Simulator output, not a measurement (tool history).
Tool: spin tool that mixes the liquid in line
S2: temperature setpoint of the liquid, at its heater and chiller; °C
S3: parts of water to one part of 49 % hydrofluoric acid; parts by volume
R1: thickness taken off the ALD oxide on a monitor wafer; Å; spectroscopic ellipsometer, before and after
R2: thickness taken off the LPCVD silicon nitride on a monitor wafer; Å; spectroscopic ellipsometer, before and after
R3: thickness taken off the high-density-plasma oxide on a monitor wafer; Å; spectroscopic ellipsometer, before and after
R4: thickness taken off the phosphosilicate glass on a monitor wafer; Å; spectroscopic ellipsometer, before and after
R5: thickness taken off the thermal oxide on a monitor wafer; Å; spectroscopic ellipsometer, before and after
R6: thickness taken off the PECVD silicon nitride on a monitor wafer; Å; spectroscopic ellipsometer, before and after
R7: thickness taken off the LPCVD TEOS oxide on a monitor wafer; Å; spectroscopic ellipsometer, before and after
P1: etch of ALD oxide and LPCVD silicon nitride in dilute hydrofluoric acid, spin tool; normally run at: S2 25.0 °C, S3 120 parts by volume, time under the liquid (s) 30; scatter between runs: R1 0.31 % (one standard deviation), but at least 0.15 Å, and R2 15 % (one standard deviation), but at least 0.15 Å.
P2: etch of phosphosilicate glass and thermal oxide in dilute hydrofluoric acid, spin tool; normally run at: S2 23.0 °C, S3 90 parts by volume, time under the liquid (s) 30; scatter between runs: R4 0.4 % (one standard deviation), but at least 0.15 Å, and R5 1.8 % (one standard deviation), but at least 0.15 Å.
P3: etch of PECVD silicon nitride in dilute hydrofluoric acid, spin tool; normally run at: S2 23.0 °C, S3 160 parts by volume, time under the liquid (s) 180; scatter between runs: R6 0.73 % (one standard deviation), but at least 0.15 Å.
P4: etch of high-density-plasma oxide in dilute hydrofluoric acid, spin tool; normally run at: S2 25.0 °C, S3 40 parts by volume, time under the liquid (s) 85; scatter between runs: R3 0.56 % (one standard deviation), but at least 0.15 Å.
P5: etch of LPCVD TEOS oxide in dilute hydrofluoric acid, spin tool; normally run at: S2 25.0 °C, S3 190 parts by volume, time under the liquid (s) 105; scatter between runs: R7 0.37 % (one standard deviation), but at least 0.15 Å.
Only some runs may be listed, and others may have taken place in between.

{"run": 1, "hour": 11.6, "process that ran": "P1", "S2": 25.0, "S3": 120, "time under the liquid (s)": 30, "R1": 76.254, "R2": 1.5241}
{"run": 2, "hour": 27.7, "process that ran": "P4", "S2": 25.0, "S3": 40, "time under the liquid (s)": 35, "R3": 49.519}
{"run": 3, "hour": 38.1, "process that ran": "P1", "S2": 25.0, "S3": 120, "time under the liquid (s)": 55, "R1": 139.35, "R2": 1.9734}
{"run": 4, "hour": 50.7, "process that ran": "P2", "S2": 23.0, "S3": 90, "time under the liquid (s)": 30, "R4": 532.58, "R5": 15.728}
{"run": 5, "hour": 60.3, "process that ran": "P2", "S2": 23.0, "S3": 90, "time under the liquid (s)": 30, "R4": 536.93, "R5": 16.03}
{"run": 6, "hour": 74.0, "process that ran": "P1", "S2": 25.0, "S3": 175, "time under the liquid (s)": 30, "R1": 49.287, "R2": 1.2005}
{"run": 7, "hour": 81.7, "process that ran": "P2", "S2": 28.5, "S3": 90, "time under the liquid (s)": 30, "R4": 665.81, "R5": 20.267}
{"run": 8, "hour": 97.6, "process that ran": "P4", "S2": 25.0, "S3": 40, "time under the liquid (s)": 85, "R3": 122.75}
{"run": 9, "hour": 113.1, "process that ran": "P1", "S2": 25.0, "S3": 120, "time under the liquid (s)": 30, "R1": 75.958, "R2": 1.4941}
{"run": 10, "hour": 126.8, "process that ran": "P1", "S2": 25.0, "S3": 120, "time under the liquid (s)": 15, "R1": 38.176, "R2": 0.62809}
{"run": 11, "hour": 142.3, "process that ran": "P1", "S2": 25.0, "S3": 120, "time under the liquid (s)": 30, "R1": 75.902, "R2": 1.3593}
{"run": 12, "hour": 150.9, "process that ran": "P3", "S2": 23.0, "S3": 160, "time under the liquid (s)": 180, "R6": 33.222}
{"run": 13, "hour": 166.0, "process that ran": "P2", "S2": 23.0, "S3": 90, "time under the liquid (s)": 60, "R4": 1064.9, "R5": 31.208}
{"run": 14, "hour": 180.7, "process that ran": "P1", "S2": 19.0, "S3": 120, "time under the liquid (s)": 30, "R1": 60.169, "R2": 0.95142}
{"run": 15, "hour": 192.5, "process that ran": "P5", "S2": 25.0, "S3": 285, "time under the liquid (s)": 105, "R7": 50.499}
{"run": 16, "hour": 205.2, "process that ran": "P5", "S2": 21.0, "S3": 190, "time under the liquid (s)": 105, "R7": 72.967}
{"run": 17, "hour": 213.0, "process that ran": "P3", "S2": 23.0, "S3": 90, "time under the liquid (s)": 180, "R6": 57.666}
{"run": 18, "hour": 223.4, "process that ran": "P1", "S2": 29.5, "S3": 120, "time under the liquid (s)": 15, "R1": 45.281, "R2": 1.0072}
{"run": 19, "hour": 237.2, "process that ran": "P5", "S2": 25.0, "S3": 190, "time under the liquid (s)": 30, "R7": 24.288}
{"run": 20, "hour": 253.4, "process that ran": "P2", "S2": 23.0, "S3": 45, "time under the liquid (s)": 30, "R4": 1131.1, "R5": 34.178}
{"run": 21, "hour": 268.6, "process that ran": "P4", "S2": 25.0, "S3": 60, "time under the liquid (s)": 85, "R3": 79.479}
{"hour": 272.1, "done": "thermometer replaced"}
{"run": 22, "hour": 279.1, "process that ran": "P1", "S2": 30.0, "S3": 120, "time under the liquid (s)": 55, "R1": 168.57, "R2": 2.1474}
{"run": 23, "hour": 290.2, "process that ran": "P5", "S2": 25.0, "S3": 190, "time under the liquid (s)": 105, "R7": 84.242}
{"run": 24, "hour": 298.5, "process that ran": "P5", "S2": 25.0, "S3": 190, "time under the liquid (s)": 105, "R7": 84.547}
{"run": 25, "hour": 310.0, "process that ran": "P3", "S2": 23.0, "S3": 160, "time under the liquid (s)": 20, "R6": 3.6989}
{"run": 26, "hour": 321.6, "process that ran": "P1", "S2": 25.0, "S3": 120, "time under the liquid (s)": 30, "R1": 76.117, "R2": 1.2874}
{"run": 27, "hour": 336.7, "process that ran": "P1", "S2": 25.0, "S3": 120, "time under the liquid (s)": 30, "R1": 75.881, "R2": 1.4574}
{"run": 28, "hour": 346.0, "process that ran": "P3", "S2": 17.0, "S3": 160, "time under the liquid (s)": 180, "R6": 22.224}
{"run": 29, "hour": 353.9, "process that ran": "P1", "S2": 29.5, "S3": 120, "time under the liquid (s)": 30, "R1": 90.148, "R2": 2.0583}
{"run": 30, "hour": 361.7, "process that ran": "P4", "S2": 32.0, "S3": 40, "time under the liquid (s)": 85, "R3": 161.07}
{"run": 31, "hour": 376.3, "process that ran": "P1", "S2": 25.0, "S3": 40, "time under the liquid (s)": 30, "R1": 254.36, "R2": 4.2744}
{"run": 32, "hour": 388.0, "process that ran": "P1", "S2": 25.0, "S3": 120, "time under the liquid (s)": 30, "R1": 75.87, "R2": 1.0302}
{"run": 33, "hour": 397.0, "process that ran": "P1", "S2": 25.0, "S3": 120, "time under the liquid (s)": 30, "R1": 78.0, "R2": 0.70019}
{"run": 34, "hour": 407.6, "process that ran": "P1", "S2": 25.0, "S3": 120, "time under the liquid (s)": 30, "R1": 79.402, "R2": 0.88281}
{"run": 35, "hour": 420.1, "process that ran": "P1", "S2": 25.0, "S3": 120, "time under the liquid (s)": 30, "R1": 80.433, "R2": 1.1752}
{"run": 36, "hour": 429.0, "process that ran": "P1", "S2": 25.0, "S3": 120, "time under the liquid (s)": 30, "R1": 80.844, "R2": 1.5466}
{"run": 37, "hour": 440.8, "process that ran": "P1", "S2": 25.0, "S3": 120, "time under the liquid (s)": 30, "R1": 81.469, "R2": 1.6623}
{"run": 38, "hour": 449.9, "process that ran": "P1", "S2": 25.0, "S3": 120, "time under the liquid (s)": 30, "R1": 82.258, "R2": 1.8571}
{"run": 39, "hour": 460.8, "process that ran": "P1", "S2": 25.0, "S3": 120, "time under the liquid (s)": 30, "R1": 82.364, "R2": 1.5524}
{"run": 40, "hour": 469.7, "process that ran": "P1", "S2": 25.0, "S3": 120, "time under the liquid (s)": 30, "R1": 81.808, "R2": 1.3853}
{"run": 41, "hour": 481.6, "process that ran": "P1", "S2": 25.0, "S3": 120, "time under the liquid (s)": 30, "R1": 82.233, "R2": 0.66956}
{"run": 42, "hour": 497.4, "process that ran": "P1", "S2": 25.0, "S3": 120, "time under the liquid (s)": 30, "R1": 82.131, "R2": 1.2291}

What P1 gives has crept off from where it sat before. The 2 causes that follow fit the log equally well, each at the size noted:
A: liquid hotter than its thermometer reads (K) = 1.94
B: hydrofluoric acid flow above the setpoint (%) = 6.72
Onset of the creep was near hour 388.0.

Which of the 4 check runs listed below separates the causes, so that each cause would produce a clearly different result? Each run uses one wafer, and its results are marked with question marks.
{"run": "check 1", "hour": 513.2, "process that ran": "P3", "S2": 23.0, "S3": 160, "time under the liquid (s)": 180, "R6": "?"}
{"run": "check 2", "hour": 513.2, "process that ran": "P5", "S2": 25.0, "S3": 190, "time under the liquid (s)": 105, "R7": "?"}
{"run": "check 3", "hour": 513.2, "process that ran": "P4", "S2": 25.0, "S3": 40, "time under the liquid (s)": 85, "R3": "?"}
{"run": "check 4", "hour": 513.2, "process that ran": "P2", "S2": 23.0, "S3": 90, "time under the liquid (s)": 30, "R4": "?", "R5": "?"}

If the cause were each of the candidates in turn, the checks would give the following:
check=check_1 result=R6 if_A=37.4740 if_B=35.2690
check=check_2 result=R7 if_A=90.860 if_B=91.570
check=check_3 result=R3 if_A=132.030 if_B=130.620
check=check_4 result=R4 if_A=577.43 if_B=574.30
check=check_4 result=R5 if_A=17.229 if_B=17.135
Per-check spread between the two closest causes, in the result where they differ most: check 1 6.06 %; check 2 0.78 %; check 3 1.07 %; check 4 0.54 %
Only check 1 tells the causes apart: in the others they would give nearly the same result.

Here is what check 1 returned: R6 35.1970 Å. Which cause is it?

The correct cause is B, namely: hydrofluoric acid flow above the setpoint (%).
